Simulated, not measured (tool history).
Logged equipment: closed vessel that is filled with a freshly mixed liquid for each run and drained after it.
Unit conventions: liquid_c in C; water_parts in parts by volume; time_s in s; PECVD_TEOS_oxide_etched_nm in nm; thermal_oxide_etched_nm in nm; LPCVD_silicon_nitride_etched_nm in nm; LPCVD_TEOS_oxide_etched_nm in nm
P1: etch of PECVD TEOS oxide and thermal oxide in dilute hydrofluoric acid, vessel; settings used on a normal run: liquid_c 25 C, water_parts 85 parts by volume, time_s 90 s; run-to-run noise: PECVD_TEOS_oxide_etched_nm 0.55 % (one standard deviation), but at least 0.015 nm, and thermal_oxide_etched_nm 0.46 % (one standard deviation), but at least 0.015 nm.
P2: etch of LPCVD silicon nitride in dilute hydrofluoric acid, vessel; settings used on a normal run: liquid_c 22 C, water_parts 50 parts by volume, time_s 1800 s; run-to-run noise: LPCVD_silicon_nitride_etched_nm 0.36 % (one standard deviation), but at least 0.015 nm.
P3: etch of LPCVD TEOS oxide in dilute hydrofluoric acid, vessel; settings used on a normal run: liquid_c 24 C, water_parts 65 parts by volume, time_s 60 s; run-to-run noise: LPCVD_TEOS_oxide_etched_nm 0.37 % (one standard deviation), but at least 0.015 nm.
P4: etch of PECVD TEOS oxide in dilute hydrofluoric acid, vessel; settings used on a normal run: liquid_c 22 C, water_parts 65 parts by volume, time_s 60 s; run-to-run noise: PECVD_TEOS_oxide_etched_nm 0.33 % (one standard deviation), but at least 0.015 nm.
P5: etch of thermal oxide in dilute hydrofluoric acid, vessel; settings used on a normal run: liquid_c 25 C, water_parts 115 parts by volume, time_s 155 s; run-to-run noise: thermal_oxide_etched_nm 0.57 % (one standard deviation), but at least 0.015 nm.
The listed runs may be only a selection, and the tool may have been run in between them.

| run | hour | process | liquid_c | water_parts | time_s | hours since the thermometer was replaced | hours since the hydrofluoric acid flow meter was replaced | PECVD_TEOS_oxide_etched_nm | thermal_oxide_etched_nm | LPCVD_silicon_nitride_etched_nm | LPCVD_TEOS_oxide_etched_nm |
|---|---|---|---|---|---|---|---|---|---|---|---|
| 1 | 5.2 | P1 | 25 | 85 | 90 | 598.7 | 328.1 | 15.393 | 5.3678 |  |  |
| 2 | 10.9 | P2 | 18 | 50 | 1800 | 604.4 | 333.8 |  |  | 10.146 |  |
| 3 | 19 | P5 | 25 | 115 | 155 | 612.5 | 341.9 |  | 6.2429 |  |  |
| 4 | 25.7 | P1 | 28.5 | 85 | 90 | 619.2 | 348.6 | 17.591 | 6.1914 |  |  |
| 5 | 33.1 | P2 | 22 | 50 | 1800 | 626.6 | 356 |  |  | 13.301 |  |
| 6 | 40.6 | P2 | 22 | 80 | 1800 | 634.1 | 363.5 |  |  | 8.4149 |  |
| 7 | 50.8 | P1 | 25 | 85 | 160 | 644.3 | 373.7 | 27.583 | 9.5111 |  |  |
| 8 | 58.5 | P1 | 25 | 145 | 90 | 652 | 381.4 | 8.4205 | 2.9616 |  |  |
| 9 | 64.9 | P1 | 25 | 85 | 90 | 658.4 | 387.8 | 15.43 | 5.4015 |  |  |
| 10 | 70.6 | P5 | 25 | 115 | 155 | 664.1 | 393.5 |  | 6.2587 |  |  |
| 11 | 75.8 | P4 | 22 | 65 | 95 | 669.3 | 398.7 | 38.906 |  |  |  |
| 12 | 84.6 | P3 | 24 | 65 | 115 | 678.1 | 407.5 |  |  |  | 30.71 |
| 13 | 93.6 | P1 | 25 | 85 | 30 | 687.1 | 416.5 | 5.1205 | 1.7868 |  |  |
| 14 | 103.8 | P1 | 25 | 30 | 150 | 697.3 | 426.7 | 78.656 | 27.278 |  |  |
| 15 | 110.5 | P1 | 32 | 50 | 90 | 704 | 433.4 | 35.902 | 12.641 |  |  |
| 16 | 116.1 | P5 | 25 | 115 | 260 | 709.6 | 439 |  | 10.597 |  |  |
| 17 | 123.6 | P5 | 25 | 190 | 155 | 717.1 | 446.5 |  | 3.4257 |  |  |
| 18 | 129 | P2 | 22 | 50 | 1800 | 722.5 | 451.9 |  |  | 13.384 |  |
| 19 | 137.8 | P3 | 17 | 65 | 60 | 731.3 | 460.7 |  |  |  | 11.917 |
| 20 | 144.5 | P4 | 22 | 65 | 60 | 738 | 467.4 | 24.631 |  |  |  |
| 21 | 151.9 | P1 | 25 | 85 | 90 | 745.4 | 474.8 | 15.425 | 5.3595 |  |  |
| 22 | 159.9 | P1 | 25 | 85 | 90 | 753.4 | 482.8 | 15.443 | 5.4011 |  |  |
| 23 | 167 | P5 | 30 | 115 | 155 | 760.5 | 489.9 |  | 7.5382 |  |  |
| 24 | 175.9 | P1 | 25 | 85 | 90 | 769.4 | 498.8 | 15.211 | 5.4009 |  |  |
| 25 | 181.2 | P1 | 25 | 85 | 90 | 774.7 | 504.1 | 15.408 | 5.42 |  |  |
| 26 | 185.7 | P3 | 24 | 65 | 60 | 779.2 | 508.6 |  |  |  | 16.096 |
| 27 | 192 | P3 | 24 | 65 | 60 | 785.5 | 514.9 |  |  |  | 15.966 |
| 28 | 198.6 | P4 | 17 | 65 | 60 | 792.1 | 521.5 | 19.881 |  |  |  |
| 29 | 208.1 | P2 | 22 | 50 | 3555 | 801.6 | 531 |  |  | 26.286 |  |
| 30 | 215 | P4 | 22 | 30 | 60 | 808.5 | 537.9 | 55.521 |  |  |  |
| 31 | 224.8 | P3 | 24 | 40 | 60 | 818.3 | 547.7 |  |  |  | 26.96 |
| 32 | 234.1 | P1 | 25 | 35 | 90 | 827.6 | 557 | 40.21 | 13.885 |  |  |
| 33 | 239.2 | P1 | 18.5 | 85 | 90 | 832.7 | 562.1 | 11.914 | 4.1538 |  |  |

For run 34, what comes out?
| 34 | 244.5 | P1 | 25 | 85 | 90 | 838 | 567.4 | ? | ? |  |  |

PECVD_TEOS_oxide_etched_nm: 15.471 nm
thermal_oxide_etched_nm: 5.3523 nm
